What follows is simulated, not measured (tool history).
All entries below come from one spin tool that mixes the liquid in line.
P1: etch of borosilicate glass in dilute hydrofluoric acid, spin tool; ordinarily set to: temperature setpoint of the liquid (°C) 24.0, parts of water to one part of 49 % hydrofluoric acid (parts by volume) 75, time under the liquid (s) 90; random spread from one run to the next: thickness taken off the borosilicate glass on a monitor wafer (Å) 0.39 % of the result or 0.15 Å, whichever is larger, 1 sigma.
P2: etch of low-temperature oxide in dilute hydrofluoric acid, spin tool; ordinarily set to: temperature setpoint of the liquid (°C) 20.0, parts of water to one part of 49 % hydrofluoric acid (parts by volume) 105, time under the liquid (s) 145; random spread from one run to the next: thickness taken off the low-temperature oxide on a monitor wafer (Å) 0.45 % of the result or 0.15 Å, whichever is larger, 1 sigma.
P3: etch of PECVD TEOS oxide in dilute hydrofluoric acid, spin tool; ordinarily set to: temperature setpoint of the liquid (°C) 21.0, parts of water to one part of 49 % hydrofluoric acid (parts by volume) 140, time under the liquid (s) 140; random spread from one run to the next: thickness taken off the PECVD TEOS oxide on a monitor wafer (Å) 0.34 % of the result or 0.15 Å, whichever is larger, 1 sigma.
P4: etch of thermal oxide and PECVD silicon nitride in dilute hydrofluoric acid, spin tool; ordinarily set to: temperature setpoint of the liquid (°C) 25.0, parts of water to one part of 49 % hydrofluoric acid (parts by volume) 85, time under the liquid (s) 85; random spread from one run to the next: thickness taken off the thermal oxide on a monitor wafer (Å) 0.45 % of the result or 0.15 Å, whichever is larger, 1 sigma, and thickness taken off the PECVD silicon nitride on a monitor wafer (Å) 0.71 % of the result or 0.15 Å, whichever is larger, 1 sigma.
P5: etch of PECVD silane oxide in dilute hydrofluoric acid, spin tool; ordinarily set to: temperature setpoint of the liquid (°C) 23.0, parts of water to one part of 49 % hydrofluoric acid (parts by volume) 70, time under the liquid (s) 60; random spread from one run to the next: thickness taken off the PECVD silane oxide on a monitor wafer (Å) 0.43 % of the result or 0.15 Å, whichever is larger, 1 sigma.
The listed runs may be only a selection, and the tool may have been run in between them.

run   hour  process that ran  temperature setpoint of the liquid (°C)  parts of water to one part of 49 % hydrofluoric acid (parts by volume)  time under the liquid (s)  thickness taken off the borosilicate glass on a monitor wafer (Å)  thickness taken off the low-temperature oxide on a monitor wafer (Å)  thickness taken off the PECVD silane oxide on a monitor wafer (Å)  thickness taken off the thermal oxide on a monitor wafer (Å)  thickness taken off the PECVD silicon nitride on a monitor wafer (Å)  thickness taken off the PECVD TEOS oxide on a monitor wafer (Å)
  1    4.5                P1                                     24.0                                                                      75                         90                                                            277.460
  2    9.6                P1                                     24.0                                                                      20                         90                                                           1126.300
  3   12.1                P2                                     20.0                                                                     105                         45                                                                                                                                   57.362
  4   15.9                P5                                     23.0                                                                      70                         15                                                                                                                                                                                                      93.695
  5   18.8                P1                                     24.0                                                                      75                         90                                                            278.160
  6   24.1                P1                                     24.0                                                                     110                         90                                                            182.280
  7   28.5                P1                                     24.0                                                                      75                         15                                                             46.602
  8   33.7                P4                                     25.0                                                                      20                         85                                                                                                                                                                                                                                                                   219.120                                                               141.470
  9   38.7                P3                                     21.0                                                                     140                         25                                                                                                                                                                                                                                                                                                                                                                                                           15.936
 10   43.8                P1                                     17.5                                                                      50                         90                                                            331.390
 11   47.5                P2                                     20.0                                                                     170                        145                                                                                                                                  105.280
 12   53.1                P3                                     28.5                                                                     140                        140                                                                                                                                                                                                                                                                                                                                                                                                          117.310
 13   57.0                P4                                     25.0                                                                      85                        165                                                                                                                                                                                                                                                                    91.554                                                                67.295
      59.4  -- hydrofluoric acid flow meter replaced
 14   61.9                P5                                     17.0                                                                      70                         60                                                                                                                                                                                                     296.210
 15   67.3                P5                                     23.0                                                                      40                         60                                                                                                                                                                                                     685.820
 16   70.3                P1                                     24.0                                                                      75                         90                                                            280.300
 17   75.0                P4                                     25.0                                                                      85                         85                                                                                                                                                                                                                                                                    46.987                                                                34.847
 18   79.9                P1                                     24.0                                                                      75                         90                                                            280.660
 19   83.3                P3                                     21.0                                                                     245                        140                                                                                                                                                                                                                                                                                                                                                                                                           45.341
 20   88.6                P1                                     24.0                                                                      75                         90                                                            276.830
 21   93.9                P1                                     24.0                                                                      75                         90                                                            278.720
      97.8  -- thermometer replaced
 22   99.5                P1                                     24.0                                                                      75                        170                                                            529.260
 23  103.3                P5                                     23.0                                                                      70                         60                                                                                                                                                                                                     375.860
 24  108.5                P1                                     17.0                                                                      75                         90                                                            208.480
 25  113.5                P4                                     25.0                                                                      85                         85                                                                                                                                                                                                                                                                    47.158                                                                34.744
 26  117.8                P2                                     24.5                                                                     105                        145                                                                                                                                  218.490
 27  121.2                P1                                     27.5                                                                      75                         90                                                            321.080
 28  124.3                P3                                     21.0                                                                     140                        140                                                                                                                                                                                                                                                                                                                                                                                                           88.476
 29  128.2                P2                                     20.0                                                                     105                        145                                                                                                                                  183.360
 30  132.2                P4                                     20.0                                                                      85                         85                                                                                                                                                                                                                                                                    38.244                                                                24.259
 31  135.0                P1                                     24.0                                                                      75                         90                                                            279.690
 32  139.9                P1                                     24.0                                                                      75                         90                                                            290.160
 33  144.6                P1                                     24.0                                                                      75                         90                                                            293.020
 34  150.2                P1                                     24.0                                                                      75                         90                                                            296.380
 35  155.6                P1                                     24.0                                                                      75                         90                                                            296.500
 36  158.2                P1                                     24.0                                                                      75                         90                                                            297.140
 37  162.6                P1                                     24.0                                                                      75                         90                                                            299.850
 38  167.9                P1                                     24.0                                                                      75                         90                                                            298.830

Something has made what P1 gives creep away from where it was; the 2 causes below, each at its own stated size, fit the log equally well:
A: hydrofluoric acid flow above the setpoint (%) = 6.48
B: liquid hotter than its thermometer reads (K) = 1.72
The gradual shift began around hour 135.0.

The 4 check runs listed below each average the results of 2 wafers, and their outcomes are marked with question marks. Under which run would the listed causes produce clearly different results?
check 1  173.2                P4                                     25.0                                                                      55                         85                                                                                                                                                                                                                                                                         ?                                                                     ?
check 2  173.2                P2                                     20.0                                                                     155                        145                                                                                                                                        ?
check 3  173.2                P3                                     25.0                                                                     140                         30                                                                                                                                                                                                                                                                                                                                                                                                                ?
check 4  173.2                P5                                     20.0                                                                      40                         60                                                                                                                                                                                                           ?

Predicted outcomes, by check and by cause:
  check                                                                result     if A     if B
check 1          thickness taken off the thermal oxide on a monitor wafer (Å)   80.592   80.760
check 1  thickness taken off the PECVD silicon nitride on a monitor wafer (Å)   56.575   59.620
check 2  thickness taken off the low-temperature oxide on a monitor wafer (Å)  127.020  126.400
check 3       thickness taken off the PECVD TEOS oxide on a monitor wafer (Å)   23.686   23.498
check 4     thickness taken off the PECVD silane oxide on a monitor wafer (Å)  644.970  649.820
Per-check spread between the two closest causes, in the result where they differ most: check 1 5.24 %; check 2 0.49 %; check 3 0.8 %; check 4 0.75 %
Only check 1 tells the causes apart: in the others they would give nearly the same result.

Check 1 was carried out, with these results: thickness taken off the thermal oxide on a monitor wafer (Å) 80.448; thickness taken off the PECVD silicon nitride on a monitor wafer (Å) 55.963. Which of the listed causes is responsible?

It was cause A: hydrofluoric acid flow above the setpoint (%).
